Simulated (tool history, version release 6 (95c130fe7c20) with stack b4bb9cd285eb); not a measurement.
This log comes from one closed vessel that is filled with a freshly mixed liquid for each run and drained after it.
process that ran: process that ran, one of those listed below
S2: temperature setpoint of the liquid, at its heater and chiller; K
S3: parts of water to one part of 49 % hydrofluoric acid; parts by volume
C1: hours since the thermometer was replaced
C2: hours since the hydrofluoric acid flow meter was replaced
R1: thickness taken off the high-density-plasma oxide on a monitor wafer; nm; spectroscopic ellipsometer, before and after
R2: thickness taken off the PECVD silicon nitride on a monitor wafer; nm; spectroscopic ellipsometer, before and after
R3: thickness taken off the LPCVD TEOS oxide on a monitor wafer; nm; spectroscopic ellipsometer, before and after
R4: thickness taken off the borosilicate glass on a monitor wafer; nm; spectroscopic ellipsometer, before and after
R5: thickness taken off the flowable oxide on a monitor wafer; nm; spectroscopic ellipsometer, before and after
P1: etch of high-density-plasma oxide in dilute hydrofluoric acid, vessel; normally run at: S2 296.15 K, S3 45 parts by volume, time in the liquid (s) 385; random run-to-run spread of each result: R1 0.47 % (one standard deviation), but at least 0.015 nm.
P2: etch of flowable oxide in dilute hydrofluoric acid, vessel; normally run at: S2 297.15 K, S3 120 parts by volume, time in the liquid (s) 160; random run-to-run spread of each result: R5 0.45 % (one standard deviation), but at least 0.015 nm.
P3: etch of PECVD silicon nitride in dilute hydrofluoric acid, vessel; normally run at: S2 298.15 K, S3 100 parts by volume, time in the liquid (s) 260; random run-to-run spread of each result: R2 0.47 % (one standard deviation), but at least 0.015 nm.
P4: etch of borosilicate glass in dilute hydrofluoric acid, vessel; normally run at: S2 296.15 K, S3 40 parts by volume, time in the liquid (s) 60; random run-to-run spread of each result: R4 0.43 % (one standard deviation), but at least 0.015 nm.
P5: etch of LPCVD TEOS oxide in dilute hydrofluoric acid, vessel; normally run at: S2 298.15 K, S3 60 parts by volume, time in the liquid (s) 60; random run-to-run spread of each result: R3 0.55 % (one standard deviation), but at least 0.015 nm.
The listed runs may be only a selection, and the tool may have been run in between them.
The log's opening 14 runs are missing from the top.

run 15 hour=95.9 | process_that_ran=P4 S2=296.15 S3=40 time_in_the_liquid_(s)=60 | C1=62.6 C2=1923.5 | R4=30.536
run 16 hour=103.4 | process_that_ran=P4 S2=296.15 S3=40 time_in_the_liquid_(s)=115 | C1=70.1 C2=1931 | R4=58.117
run 17 hour=110.5 | process_that_ran=P3 S2=298.15 S3=100 time_in_the_liquid_(s)=260 | C1=77.2 C2=1938.1 | R2=4.762
run 18 hour=117.4 | process_that_ran=P5 S2=298.15 S3=90 time_in_the_liquid_(s)=60 | C1=84.1 C2=1945 | R3=29.973
run 19 hour=123 | process_that_ran=P5 S2=298.15 S3=60 time_in_the_liquid_(s)=110 | C1=89.7 C2=1950.6 | R3=84.616
run 20 hour=128.9 | process_that_ran=P1 S2=296.15 S3=45 time_in_the_liquid_(s)=35 | C1=95.6 C2=1956.5 | R1=4.1585
run 21 hour=132.8 | process_that_ran=P1 S2=301.65 S3=45 time_in_the_liquid_(s)=385 | C1=99.5 C2=1960.4 | R1=57.978
run 22 hour=137.2 | process_that_ran=P2 S2=297.15 S3=120 time_in_the_liquid_(s)=160 | C1=103.9 C2=1964.8 | R5=38.58
run 23 hour=143.8 | process_that_ran=P2 S2=297.15 S3=120 time_in_the_liquid_(s)=270 | C1=110.5 C2=1971.4 | R5=65.048
run 24 hour=152.4 | process_that_ran=P1 S2=296.15 S3=45 time_in_the_liquid_(s)=385 | C1=119.1 C2=1980 | R1=46.117
run 25 hour=160.8 | process_that_ran=P4 S2=296.15 S3=20 time_in_the_liquid_(s)=60 | C1=127.5 C2=1988.4 | R4=62.888

For run 26, what comes out?
run 26 hour=166.3 | process_that_ran=P1 S2=291.65 S3=45 time_in_the_liquid_(s)=385 | C1=133 C2=1993.9 | R1=?

R1: 38.616 nm
